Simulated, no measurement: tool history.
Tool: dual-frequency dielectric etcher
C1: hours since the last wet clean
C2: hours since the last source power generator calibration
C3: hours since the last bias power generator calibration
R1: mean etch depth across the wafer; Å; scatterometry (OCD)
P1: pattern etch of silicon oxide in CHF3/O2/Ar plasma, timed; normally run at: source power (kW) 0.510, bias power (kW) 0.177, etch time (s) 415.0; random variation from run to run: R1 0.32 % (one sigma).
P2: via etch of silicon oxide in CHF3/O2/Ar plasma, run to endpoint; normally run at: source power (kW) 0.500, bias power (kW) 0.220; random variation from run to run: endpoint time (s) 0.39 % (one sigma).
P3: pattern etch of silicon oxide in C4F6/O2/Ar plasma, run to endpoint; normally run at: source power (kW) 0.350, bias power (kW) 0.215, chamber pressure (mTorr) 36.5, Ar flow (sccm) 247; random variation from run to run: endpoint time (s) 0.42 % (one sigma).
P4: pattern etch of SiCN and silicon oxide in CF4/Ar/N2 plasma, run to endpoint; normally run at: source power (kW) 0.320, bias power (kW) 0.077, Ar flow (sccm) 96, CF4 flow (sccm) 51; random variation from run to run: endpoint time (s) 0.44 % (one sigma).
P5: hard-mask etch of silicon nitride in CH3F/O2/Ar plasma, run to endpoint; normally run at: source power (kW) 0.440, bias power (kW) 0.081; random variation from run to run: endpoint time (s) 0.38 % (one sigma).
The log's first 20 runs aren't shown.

run 21 day=3.312 | process_that_ran=P3 source_power_(kW)=0.350 bias_power_(kW)=0.215 chamber_pressure_(mTorr)=36.5 Ar_flow_(sccm)=247 | C1=301.6 C2=1680.2 C3=632.6 | endpoint_time_(s)=16.109
run 22 day=3.467 | process_that_ran=P1 source_power_(kW)=0.510 bias_power_(kW)=0.177 etch_time_(s)=600.0 | C1=305.3 C2=1683.9 C3=636.3 | R1=11022.0
run 23 day=3.692 | process_that_ran=P4 source_power_(kW)=0.320 bias_power_(kW)=0.077 Ar_flow_(sccm)=96 CF4_flow_(sccm)=51 | C1=310.7 C2=1689.3 C3=641.7 | endpoint_time_(s)=28.932
run 24 day=3.829 | process_that_ran=P4 source_power_(kW)=0.320 bias_power_(kW)=0.052 Ar_flow_(sccm)=96 CF4_flow_(sccm)=51 | C1=314.0 C2=1692.6 C3=645.0 | endpoint_time_(s)=33.360
run 25 day=4.008 | process_that_ran=P2 source_power_(kW)=0.500 bias_power_(kW)=0.283 | C1=318.3 C2=1696.9 C3=649.3 | endpoint_time_(s)=363.960
run 26 day=4.208 | process_that_ran=P1 source_power_(kW)=0.510 bias_power_(kW)=0.177 etch_time_(s)=415.0 | C1=323.1 C2=1701.7 C3=654.1 | R1=7655.3
run 27 day=4.358 | process_that_ran=P1 source_power_(kW)=0.640 bias_power_(kW)=0.177 etch_time_(s)=604.5 | C1=326.7 C2=1705.3 C3=657.7 | R1=12158.0
run 28 day=4.562 | process_that_ran=P1 source_power_(kW)=0.720 bias_power_(kW)=0.177 etch_time_(s)=415.0 | C1=331.6 C2=1710.2 C3=662.6 | R1=8719.3
run 29 day=4.742 | process_that_ran=P4 source_power_(kW)=0.320 bias_power_(kW)=0.077 Ar_flow_(sccm)=96 CF4_flow_(sccm)=65 | C1=335.9 C2=1714.5 C3=666.9 | endpoint_time_(s)=28.214
run 30 day=4.883 | process_that_ran=P2 source_power_(kW)=0.500 bias_power_(kW)=0.220 | C1=339.3 C2=1717.9 C3=670.3 | endpoint_time_(s)=399.660
run 31 day=5.100 | process_that_ran=P1 source_power_(kW)=0.510 bias_power_(kW)=0.177 etch_time_(s)=415.0 | C1=344.5 C2=1723.1 C3=675.5 | R1=7638.6
run 32 day=5.288 | process_that_ran=P1 source_power_(kW)=0.510 bias_power_(kW)=0.177 etch_time_(s)=415.0 | C1=349.0 C2=1727.6 C3=680.0 | R1=7627.8
run 33 day=5.483 | process_that_ran=P1 source_power_(kW)=0.510 bias_power_(kW)=0.177 etch_time_(s)=415.0 | C1=353.7 C2=1732.3 C3=684.7 | R1=7657.1
run 34 day=5.629 | process_that_ran=P1 source_power_(kW)=0.510 bias_power_(kW)=0.177 etch_time_(s)=415.0 | C1=357.2 C2=1735.8 C3=688.2 | R1=7684.8
run 35 day=5.812 | process_that_ran=P1 source_power_(kW)=0.510 bias_power_(kW)=0.177 etch_time_(s)=415.0 | C1=361.6 C2=1740.2 C3=692.6 | R1=7727.0
-- day=5.821 wet clean of the chamber
run 36 day=5.996 | process_that_ran=P1 source_power_(kW)=0.510 bias_power_(kW)=0.177 etch_time_(s)=415.0 | C1=4.2 C2=1744.6 C3=697.0 | R1=7754.1
run 37 day=6.142 | process_that_ran=P1 source_power_(kW)=0.510 bias_power_(kW)=0.177 etch_time_(s)=415.0 | C1=7.7 C2=1748.1 C3=700.5 | R1=7777.8
run 38 day=6.338 | process_that_ran=P1 source_power_(kW)=0.510 bias_power_(kW)=0.177 etch_time_(s)=415.0 | C1=12.4 C2=1752.8 C3=705.2 | R1=7770.8

The next listed run, before its measurement:
run 39 day=6.433 | process_that_ran=P1 source_power_(kW)=0.510 bias_power_(kW)=0.177 etch_time_(s)=415.0 | C1=14.7 C2=1755.1 C3=707.5 | R1=?

{"run 39": {"R1": 7767.1}}
